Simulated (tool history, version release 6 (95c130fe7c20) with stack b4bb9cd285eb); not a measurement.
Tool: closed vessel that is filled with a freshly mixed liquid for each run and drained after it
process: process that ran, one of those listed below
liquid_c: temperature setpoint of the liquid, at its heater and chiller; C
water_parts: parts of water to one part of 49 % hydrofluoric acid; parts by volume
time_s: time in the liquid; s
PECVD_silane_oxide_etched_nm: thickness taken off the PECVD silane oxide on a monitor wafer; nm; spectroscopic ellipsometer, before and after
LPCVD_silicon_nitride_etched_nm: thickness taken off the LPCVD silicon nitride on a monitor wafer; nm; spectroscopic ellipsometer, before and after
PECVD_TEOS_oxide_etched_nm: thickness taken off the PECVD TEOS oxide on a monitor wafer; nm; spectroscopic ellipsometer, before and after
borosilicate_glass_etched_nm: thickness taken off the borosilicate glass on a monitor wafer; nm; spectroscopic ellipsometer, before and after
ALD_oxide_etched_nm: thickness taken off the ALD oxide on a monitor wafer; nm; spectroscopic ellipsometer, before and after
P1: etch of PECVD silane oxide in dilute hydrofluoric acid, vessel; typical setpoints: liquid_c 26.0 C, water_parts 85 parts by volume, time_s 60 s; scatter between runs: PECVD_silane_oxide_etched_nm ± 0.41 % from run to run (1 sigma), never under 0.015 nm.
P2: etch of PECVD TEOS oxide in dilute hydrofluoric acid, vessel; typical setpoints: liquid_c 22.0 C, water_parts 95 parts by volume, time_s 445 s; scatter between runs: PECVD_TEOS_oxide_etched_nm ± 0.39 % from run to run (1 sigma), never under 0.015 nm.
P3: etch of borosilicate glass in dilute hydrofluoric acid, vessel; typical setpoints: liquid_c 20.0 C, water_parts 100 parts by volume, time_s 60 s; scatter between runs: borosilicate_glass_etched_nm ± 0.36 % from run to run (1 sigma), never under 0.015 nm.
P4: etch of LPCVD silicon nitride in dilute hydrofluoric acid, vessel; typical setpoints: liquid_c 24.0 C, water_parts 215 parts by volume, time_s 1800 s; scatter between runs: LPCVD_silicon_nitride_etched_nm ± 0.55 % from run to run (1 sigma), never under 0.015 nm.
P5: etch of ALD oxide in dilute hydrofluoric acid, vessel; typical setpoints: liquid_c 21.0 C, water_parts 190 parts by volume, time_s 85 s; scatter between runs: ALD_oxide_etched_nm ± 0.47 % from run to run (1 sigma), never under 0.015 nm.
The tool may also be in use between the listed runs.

| run | hour | process | liquid_c | water_parts | time_s | hours since the thermometer was replaced | hours since the hydrofluoric acid flow meter was replaced | PECVD_silane_oxide_etched_nm | LPCVD_silicon_nitride_etched_nm | PECVD_TEOS_oxide_etched_nm | borosilicate_glass_etched_nm | ALD_oxide_etched_nm |
|---|---|---|---|---|---|---|---|---|---|---|---|---|
| 1 | 9.9 | P1 | 26.0 | 85 | 60 | 730.0 | 757.4 | 36.463 |  |  |  |  |
| 2 | 17.9 | P4 | 24.0 | 215 | 1800 | 738.0 | 765.4 |  | 4.6769 |  |  |  |
| 3 | 22.9 | P1 | 26.0 | 85 | 60 | 743.0 | 770.4 | 36.569 |  |  |  |  |
| 4 | 33.4 | P2 | 22.0 | 95 | 30 | 753.5 | 780.9 |  |  | 2.7097 |  |  |
| 5 | 38.3 | P3 | 20.0 | 160 | 60 | 758.4 | 785.8 |  |  |  | 9.5029 |  |
| 6 | 47.6 | P3 | 20.0 | 100 | 60 | 767.7 | 795.1 |  |  |  | 16.1110 |  |
| 7 | 56.0 | P5 | 21.0 | 190 | 85 | 776.1 | 803.5 |  |  |  |  | 9.3241 |
| 8 | 62.8 | P4 | 24.0 | 215 | 3010 | 782.9 | 810.3 |  | 7.8365 |  |  |  |
| 9 | 67.6 | P1 | 26.0 | 115 | 85 | 787.7 | 815.1 | 36.641 |  |  |  |  |
| 10 | 73.3 | P1 | 26.0 | 85 | 105 | 793.4 | 820.8 | 63.906 |  |  |  |  |
| 11 | 79.4 | P1 | 26.0 | 85 | 60 | 799.5 | 826.9 | 36.472 |  |  |  |  |
| 12 | 84.7 | P5 | 17.0 | 190 | 85 | 804.8 | 832.2 |  |  |  |  | 8.0199 |
| 13 | 90.3 | P1 | 26.0 | 25 | 60 | 810.4 | 837.8 | 134.220 |  |  |  |  |
| 14 | 100.6 | P1 | 26.0 | 85 | 60 | 820.7 | 848.1 | 36.363 |  |  |  |  |
| 15 | 110.4 | P2 | 22.0 | 95 | 445 | 830.5 | 857.9 |  |  | 40.1700 |  |  |
| 16 | 120.6 | P3 | 20.0 | 100 | 60 | 840.7 | 868.1 |  |  |  | 16.1940 |  |
| 17 | 127.5 | P5 | 21.0 | 50 | 85 | 847.6 | 875.0 |  |  |  |  | 41.1520 |
| 18 | 132.9 | P1 | 26.0 | 85 | 60 | 853.0 | 880.4 | 36.471 |  |  |  |  |
| 19 | 138.3 | P1 | 31.5 | 85 | 90 | 858.4 | 885.8 | 67.224 |  |  |  |  |
| 20 | 147.4 | P1 | 26.0 | 85 | 60 | 867.5 | 894.9 | 36.490 |  |  |  |  |
| 21 | 152.8 | P4 | 24.0 | 295 | 1800 | 872.9 | 900.3 |  | 3.3898 |  |  |  |
| 22 | 158.0 | P1 | 29.0 | 55 | 60 | 878.1 | 905.5 | 66.126 |  |  |  |  |
| 23 | 163.5 | P3 | 17.0 | 100 | 60 | 883.6 | 911.0 |  |  |  | 14.3010 |  |
| 24 | 173.2 | P2 | 22.0 | 145 | 445 | 893.3 | 920.7 |  |  | 24.7290 |  |  |
| 25 | 181.3 | P1 | 33.0 | 85 | 60 | 901.4 | 928.8 | 47.848 |  |  |  |  |
| 26 | 188.8 | P1 | 18.5 | 85 | 60 | 908.9 | 936.3 | 26.871 |  |  |  |  |
| 27 | 194.0 | P1 | 26.0 | 150 | 60 | 914.1 | 941.5 | 19.130 |  |  |  |  |
| 28 | 202.8 | P5 | 21.0 | 190 | 30 | 922.9 | 950.3 |  |  |  |  | 3.2953 |
| 29 | 210.2 | P1 | 26.0 | 85 | 35 | 930.3 | 957.7 | 21.359 |  |  |  |  |
| 30 | 220.8 | P2 | 30.0 | 95 | 445 | 940.9 | 968.3 |  |  | 54.8020 |  |  |
| 31 | 230.9 | P3 | 20.0 | 100 | 105 | 951.0 | 978.4 |  |  |  | 28.2330 |  |
| 32 | 240.1 | P2 | 22.0 | 95 | 445 | 960.2 | 987.6 |  |  | 40.0530 |  |  |
| 33 | 247.9 | P4 | 17.0 | 215 | 1800 | 968.0 | 995.4 |  | 2.9713 |  |  |  |
| 34 | 257.7 | P1 | 26.0 | 85 | 60 | 977.8 | 1005.2 | 36.451 |  |  |  |  |
| 35 | 266.3 | P1 | 26.0 | 85 | 60 | 986.4 | 1013.8 | 36.182 |  |  |  |  |
| 36 | 274.3 | P1 | 26.0 | 85 | 60 | 994.4 | 1021.8 | 35.209 |  |  |  |  |
| 37 | 281.8 | P1 | 26.0 | 85 | 60 | 1001.9 | 1029.3 | 34.720 |  |  |  |  |
| 38 | 290.7 | P1 | 26.0 | 85 | 60 | 1010.8 | 1038.2 | 34.778 |  |  |  |  |
| 39 | 299.6 | P1 | 26.0 | 85 | 60 | 1019.7 | 1047.1 | 34.364 |  |  |  |  |
| 40 | 308.6 | P1 | 26.0 | 85 | 60 | 1028.7 | 1056.1 | 34.275 |  |  |  |  |
| 41 | 315.3 | P1 | 26.0 | 85 | 60 | 1035.4 | 1062.8 | 33.811 |  |  |  |  |
| 42 | 325.4 | P1 | 26.0 | 85 | 60 | 1045.5 | 1072.9 | 33.935 |  |  |  |  |

P1 no longer gives what it gave before; its output has crept away from where it was. The following 2 causes, each at its listed size, fit the log equally well:
A: liquid colder than its thermometer reads (K) = 1.81
B: hydrofluoric acid flow below the setpoint (%) = 6.22
The gradual shift began around hour 266.3.

Below are 4 check runs, each averaged over 2 wafers, with their results shown as question marks. Which of them would give clearly different results depending on which cause is behind the drift?
| check 1 | 335.5 | P2 | 22.0 | 95 | 40 |  |  |  |  | ? |  |  |
| check 2 | 335.5 | P4 | 17.5 | 295 | 1800 |  |  |  | ? |  |  |  |
| check 3 | 335.5 | P3 | 20.0 | 100 | 95 |  |  |  |  |  | ? |  |
| check 4 | 335.5 | P5 | 21.0 | 65 | 85 |  |  |  |  |  |  | ? |

How each check would come out, cause by cause:
| check | result | if A | if B |
|---|---|---|---|
| check 1 | PECVD_TEOS_oxide_etched_nm | 3.3436 | 3.3511 |
| check 2 | LPCVD_silicon_nitride_etched_nm | 2.0132 | 2.1334 |
| check 3 | borosilicate_glass_etched_nm | 23.7910 | 23.8710 |
| check 4 | ALD_oxide_etched_nm | 28.8930 | 29.0850 |
Minimum pairwise separation of causes per check, each pair taken at its best-separating result: check 1 0.23 %; check 2 5.8 %; check 3 0.34 %; check 4 0.66 %
Of the check runs offered, only check 2 discriminates between the causes; the rest would read about the same regardless of which cause applies.

Here is what check 2 returned: LPCVD_silicon_nitride_etched_nm 2.0170 nm. Which cause is it?

It is A: liquid colder than its thermometer reads (K).
